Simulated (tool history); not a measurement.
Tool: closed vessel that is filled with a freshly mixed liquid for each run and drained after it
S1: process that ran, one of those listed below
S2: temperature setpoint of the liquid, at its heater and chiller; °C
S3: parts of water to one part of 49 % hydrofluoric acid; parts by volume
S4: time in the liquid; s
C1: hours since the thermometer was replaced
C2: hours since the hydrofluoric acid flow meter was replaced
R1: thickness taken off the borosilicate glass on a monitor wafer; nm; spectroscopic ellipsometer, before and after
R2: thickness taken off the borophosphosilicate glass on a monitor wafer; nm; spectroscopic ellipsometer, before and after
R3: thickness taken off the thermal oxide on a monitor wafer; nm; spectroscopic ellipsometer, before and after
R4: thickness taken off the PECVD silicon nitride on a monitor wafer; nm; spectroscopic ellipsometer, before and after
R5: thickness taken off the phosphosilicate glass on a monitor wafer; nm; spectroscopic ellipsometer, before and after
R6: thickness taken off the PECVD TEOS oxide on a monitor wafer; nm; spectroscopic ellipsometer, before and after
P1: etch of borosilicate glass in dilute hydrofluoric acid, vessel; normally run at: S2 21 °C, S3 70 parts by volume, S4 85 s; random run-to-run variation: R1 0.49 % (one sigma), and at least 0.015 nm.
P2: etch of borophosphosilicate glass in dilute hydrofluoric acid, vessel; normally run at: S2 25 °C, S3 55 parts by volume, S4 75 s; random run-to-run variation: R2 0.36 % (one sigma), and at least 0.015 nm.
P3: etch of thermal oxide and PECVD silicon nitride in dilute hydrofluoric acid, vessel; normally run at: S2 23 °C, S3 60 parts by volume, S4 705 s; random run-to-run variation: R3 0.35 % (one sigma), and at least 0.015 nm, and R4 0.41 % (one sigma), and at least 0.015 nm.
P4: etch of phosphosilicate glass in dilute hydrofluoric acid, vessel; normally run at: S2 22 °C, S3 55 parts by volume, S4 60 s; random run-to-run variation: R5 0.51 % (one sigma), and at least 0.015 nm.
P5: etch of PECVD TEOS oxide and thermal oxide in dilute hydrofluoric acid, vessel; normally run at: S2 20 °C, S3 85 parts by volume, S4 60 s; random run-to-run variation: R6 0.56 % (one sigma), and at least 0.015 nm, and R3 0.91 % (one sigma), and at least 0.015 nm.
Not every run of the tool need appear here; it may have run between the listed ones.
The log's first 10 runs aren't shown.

run,hour,S1,S2,S3,S4,C1,C2,R1,R2,R3,R4,R5,R6
11,103.7,P1,21,70,85,1127.7,537.6,28.943,,,,,
12,112.2,P3,23,60,705,1136.2,546.1,,,57.0600,18.603,,
13,123.5,P5,20,85,90,1147.5,557.4,,,4.3130,,,17.924
14,134.4,P4,22,20,60,1158.4,568.3,,,,,322.890,
15,144.3,P2,25,55,30,1168.3,578.2,,23.609,,,,
16,149.9,P5,20,85,60,1173.9,583.8,,,2.8702,,,12.031
17,160.9,P3,23,60,1160,1184.9,594.8,,,93.0850,30.741,,
18,172.2,P5,20,85,60,1196.2,606.1,,,2.7859,,,12.033
19,179.6,P1,17,70,85,1203.6,613.5,24.389,,,,,
20,188.8,P1,21,25,85,1212.8,622.7,86.019,,,,,

Forecast run 21:
21,201.1,P4,22,55,60,1225.1,635.0,,,,,?,

Logged for run 21: R5 111.510 nm.
